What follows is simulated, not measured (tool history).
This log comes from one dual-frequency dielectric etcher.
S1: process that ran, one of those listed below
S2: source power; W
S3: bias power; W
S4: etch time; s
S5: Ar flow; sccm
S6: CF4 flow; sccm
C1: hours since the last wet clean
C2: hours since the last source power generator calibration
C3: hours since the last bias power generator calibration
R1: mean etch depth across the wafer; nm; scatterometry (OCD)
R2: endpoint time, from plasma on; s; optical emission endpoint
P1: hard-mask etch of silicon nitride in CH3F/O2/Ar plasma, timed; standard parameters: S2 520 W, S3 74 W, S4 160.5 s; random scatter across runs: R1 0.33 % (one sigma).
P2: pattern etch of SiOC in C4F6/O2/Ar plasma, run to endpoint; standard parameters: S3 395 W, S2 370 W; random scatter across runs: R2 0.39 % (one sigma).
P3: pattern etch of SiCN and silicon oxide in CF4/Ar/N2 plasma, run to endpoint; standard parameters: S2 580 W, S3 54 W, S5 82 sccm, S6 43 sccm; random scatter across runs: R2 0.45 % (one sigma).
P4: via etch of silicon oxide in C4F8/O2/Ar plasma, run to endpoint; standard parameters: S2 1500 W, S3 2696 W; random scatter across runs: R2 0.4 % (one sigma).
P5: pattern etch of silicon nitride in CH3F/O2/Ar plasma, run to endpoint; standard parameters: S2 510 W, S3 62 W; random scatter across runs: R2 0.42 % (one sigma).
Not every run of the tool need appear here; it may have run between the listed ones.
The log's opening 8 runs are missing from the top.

{"run": 9, "hour": 95.0, "S1": "P4", "S2": 1500, "S3": 2696, "C1": 185.9, "C2": 2410.6, "C3": 2479.6, "R2": 214.16}
{"run": 10, "hour": 103.4, "S1": "P1", "S2": 520, "S3": 46, "S4": 160.5, "C1": 194.3, "C2": 2419.0, "C3": 2488.0, "R1": 108.51}
{"run": 11, "hour": 109.2, "S1": "P1", "S2": 520, "S3": 74, "S4": 160.5, "C1": 200.1, "C2": 2424.8, "C3": 2493.8, "R1": 125.62}
{"run": 12, "hour": 119.4, "S1": "P1", "S2": 320, "S3": 74, "S4": 160.5, "C1": 210.3, "C2": 2435.0, "C3": 2504.0, "R1": 104.93}
{"run": 13, "hour": 132.2, "S1": "P3", "S2": 580, "S3": 54, "S5": 82, "S6": 43, "C1": 223.1, "C2": 2447.8, "C3": 2516.8, "R2": 17.539}
{"run": 14, "hour": 144.5, "S1": "P1", "S2": 720, "S3": 60, "S4": 160.5, "C1": 235.4, "C2": 2460.1, "C3": 2529.1, "R1": 132.85}
{"run": 15, "hour": 151.8, "S1": "P1", "S2": 680, "S3": 74, "S4": 160.5, "C1": 242.7, "C2": 2467.4, "C3": 2536.4, "R1": 140.49}
{"run": 16, "hour": 162.7, "S1": "P4", "S2": 1500, "S3": 1997, "C1": 253.6, "C2": 2478.3, "C3": 2547.3, "R2": 232.41}
{"run": 17, "hour": 173.2, "S1": "P3", "S2": 580, "S3": 69, "S5": 82, "S6": 43, "C1": 264.1, "C2": 2488.8, "C3": 2557.8, "R2": 15.977}
{"run": 18, "hour": 181.0, "S1": "P1", "S2": 520, "S3": 74, "S4": 160.5, "C1": 271.9, "C2": 2496.6, "C3": 2565.6, "R1": 125.44}
{"run": 19, "hour": 187.2, "S1": "P4", "S2": 1180, "S3": 2696, "C1": 278.1, "C2": 2502.8, "C3": 2571.8, "R2": 233.62}
{"run": 20, "hour": 194.3, "S1": "P1", "S2": 520, "S3": 87, "S4": 160.5, "C1": 285.2, "C2": 2509.9, "C3": 2578.9, "R1": 132.67}
{"run": 21, "hour": 206.5, "S1": "P1", "S2": 520, "S3": 74, "S4": 160.5, "C1": 297.4, "C2": 2522.1, "C3": 2591.1, "R1": 126.15}
{"run": 22, "hour": 217.9, "S1": "P3", "S2": 760, "S3": 54, "S5": 82, "S6": 43, "C1": 308.8, "C2": 2533.5, "C3": 2602.5, "R2": 13.73}
{"run": 23, "hour": 225.6, "S1": "P1", "S2": 520, "S3": 74, "S4": 160.5, "C1": 316.5, "C2": 2541.2, "C3": 2610.2, "R1": 125.76}
{"run": 24, "hour": 235.3, "S1": "P3", "S2": 580, "S3": 54, "S5": 82, "S6": 61, "C1": 326.2, "C2": 2550.9, "C3": 2619.9, "R2": 16.397}
{"run": 25, "hour": 243.7, "S1": "P1", "S2": 520, "S3": 74, "S4": 90.0, "C1": 334.6, "C2": 2559.3, "C3": 2628.3, "R1": 70.562}
{"run": 26, "hour": 253.0, "S1": "P5", "S2": 510, "S3": 79, "C1": 343.9, "C2": 2568.6, "C3": 2637.6, "R2": 45.44}
{"run": 27, "hour": 260.7, "S1": "P1", "S2": 520, "S3": 55, "S4": 212.5, "C1": 351.6, "C2": 2576.3, "C3": 2645.3, "R1": 151.73}

The next listed run, before its measurement:
{"run": 28, "hour": 273.8, "S1": "P2", "S2": 370, "S3": 232, "C1": 364.7, "C2": 2589.4, "C3": 2658.4, "R2": "?"}

Run 28 gave R2 18.924 s.
